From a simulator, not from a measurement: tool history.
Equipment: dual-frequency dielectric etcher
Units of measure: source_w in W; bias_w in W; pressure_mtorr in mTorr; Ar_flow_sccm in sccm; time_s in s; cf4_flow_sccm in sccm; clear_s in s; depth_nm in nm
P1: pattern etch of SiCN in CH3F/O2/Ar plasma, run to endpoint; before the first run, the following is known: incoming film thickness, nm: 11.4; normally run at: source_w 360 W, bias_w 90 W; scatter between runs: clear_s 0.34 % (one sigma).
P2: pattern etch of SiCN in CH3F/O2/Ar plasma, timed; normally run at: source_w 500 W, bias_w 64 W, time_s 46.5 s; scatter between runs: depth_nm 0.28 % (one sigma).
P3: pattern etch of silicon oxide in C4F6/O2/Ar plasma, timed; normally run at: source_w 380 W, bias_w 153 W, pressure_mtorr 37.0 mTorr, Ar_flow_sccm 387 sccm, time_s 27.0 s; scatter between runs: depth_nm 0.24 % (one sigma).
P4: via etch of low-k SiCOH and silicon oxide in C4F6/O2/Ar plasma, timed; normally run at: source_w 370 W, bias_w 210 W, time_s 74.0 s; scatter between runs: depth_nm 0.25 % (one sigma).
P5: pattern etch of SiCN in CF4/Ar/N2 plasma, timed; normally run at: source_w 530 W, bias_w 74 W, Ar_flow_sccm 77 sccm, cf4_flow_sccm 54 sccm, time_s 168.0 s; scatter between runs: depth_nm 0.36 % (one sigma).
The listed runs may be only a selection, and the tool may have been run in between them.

run	hour	process	source_w	bias_w	pressure_mtorr	Ar_flow_sccm	time_s	cf4_flow_sccm	hours since the last wet clean	hours since the last source power generator calibration	hours since the last bias power generator calibration	clear_s	depth_nm
1	6.7	P1	360	90					121.1	284.9	1307.1	28.843	
2	12.4	P1	360	90					126.8	290.6	1312.8	28.816	
3	19.3	P3	380	153	37.0	387	27.0		133.7	297.5	1319.7		74.441
4	25.5	P1	360	90					139.9	303.7	1325.9	28.922	
5	35.1	P3	380	153	37.0	387	16.0		149.5	313.3	1335.5		44.351
6	41.0	P1	260	115					155.4	319.2	1341.4	29.515	
7	49.3	P3	380	153	44.5	387	27.0		163.7	327.5	1349.7		72.773
8	55.6	P4	370	210			56.5		170.0	333.8	1356.0		163.350
9	66.0	P1	480	90					180.4	344.2	1366.4	25.974	
10	75.4	P1	490	72					189.8	353.6	1375.8	27.803	
11	82.7	P1	360	90					197.1	360.9	1383.1	28.861	
12	92.2	P2	500	64			46.5		206.6	370.4	1392.6		18.251
13	100.8	P3	380	153	37.0	271	27.0		215.2	379.0	1401.2		77.565
14	106.1	P5	530	99		77	168.0	54	220.5	384.3	1406.5		181.380
15	117.2	P5	530	74		77	168.0	54	231.6	395.4	1417.6		164.110
16	123.7	P1	280	90					238.1	401.9	1424.1	31.644	
17	130.2	P1	360	90					244.6	408.4	1430.6	28.845	
18	140.6	P4	250	210			74.0		255.0	418.8	1441.0		184.430
19	151.6	P4	370	210			74.0		266.0	429.8	1452.0		213.930
20	160.5	P3	380	195	37.0	387	27.0		274.9	438.7	1460.9		80.746
21	166.3	P2	660	64			46.5		280.7	444.5	1466.7		20.478
# hour 171.3: bias power generator calibrated
22	176.0	P1	360	118					290.4	454.2	4.7	25.870	
23	182.2	P1	360	90					296.6	460.4	10.9	28.773	
24	193.4	P5	530	74		77	168.0	31	307.8	471.6	22.1		149.500
25	200.2	P2	500	64			59.0		314.6	478.4	28.9		23.223
26	207.3	P1	360	70					321.7	485.5	36.0	31.506	
27	216.5	P2	500	84			46.5		330.9	494.7	45.2		20.126
28	226.1	P1	300	75					340.5	504.3	54.8	32.930	
29	234.9	P5	650	74		77	168.0	54	349.3	513.1	63.6		194.790
30	239.8	P3	500	153	37.0	387	27.0		354.2	518.0	68.5		83.144
31	245.3	P5	530	74		77	242.0	54	359.7	523.5	74.0		235.980
32	250.7	P3	380	153	37.0	387	27.0		365.1	528.9	79.4		74.475
33	255.9	P5	530	74		93	168.0	54	370.3	534.1	84.6		159.010
34	262.1	P4	370	265			74.0		376.5	540.3	90.8		231.220
35	271.9	P5	530	74		77	168.0	54	386.3	550.1	100.6		163.040
36	279.8	P1	360	90					394.2	558.0	108.5	28.838	
37	290.9	P1	360	90					405.3	569.1	119.6	28.595	
38	298.0	P1	360	90					412.4	576.2	126.7	28.624	
39	305.8	P1	360	90					420.2	584.0	134.5	28.585	
# hour 310.4: wet clean of the chamber
40	312.2	P1	360	90					1.9	590.4	140.9	28.488	
41	320.0	P1	360	90					9.7	598.2	148.7	28.259	
42	325.4	P1	360	90					15.1	603.6	154.1	28.295	
43	333.4	P1	360	90					23.1	611.6	162.1	28.349	
44	340.3	P1	360	90					30.0	618.5	169.0	28.303	
45	349.3	P1	360	90					39.0	627.5	178.0	28.314	
46	356.5	P1	360	90					46.2	634.7	185.2	28.245	

P1 has crept away from where it was. The log is fitted equally well by each of these 2 causes, at the sizes shown:
A: bias power that arrives over what is set, % = 4.62
B: source power that arrives over what is set, % = 4.67
The creep began at about hour 279.8.
The rest of the possible causes, and what rules out each one:
chamber walls in a state that raises the etch rate, %: serviced after onset, at hour 310.4, with no recovery of the prior output

Below are 4 check runs, each averaged over 2 wafers, with their results shown as question marks. Which of them would give clearly different results depending on which cause is behind the drift?
check 1	363.7	P4	370	210			74.0						?
check 2	363.7	P2	500	64			46.5						?
check 3	363.7	P3	380	153	37.0	387	27.0						?
check 4	363.7	P5	530	74		77	168.0	54					?

Predicted outcomes, by check and by cause:
check	result	if A	if B
check 1	depth_nm	217.520	218.110
check 2	depth_nm	18.606	18.645
check 3	depth_nm	75.659	75.967
check 4	depth_nm	166.110	170.230
Minimum pairwise separation of causes per check, each pair taken at its best-separating result: check 1 0.27 %; check 2 0.21 %; check 3 0.41 %; check 4 2.45 %
Only in check 4 would the causes give clearly different results; in the remaining checks their results would be nearly the same.

Check 4 was carried out, with these results: depth_nm 165.940 nm. Which of the listed causes is responsible?

Of the candidate causes, it is A: bias power that arrives over what is set, %.

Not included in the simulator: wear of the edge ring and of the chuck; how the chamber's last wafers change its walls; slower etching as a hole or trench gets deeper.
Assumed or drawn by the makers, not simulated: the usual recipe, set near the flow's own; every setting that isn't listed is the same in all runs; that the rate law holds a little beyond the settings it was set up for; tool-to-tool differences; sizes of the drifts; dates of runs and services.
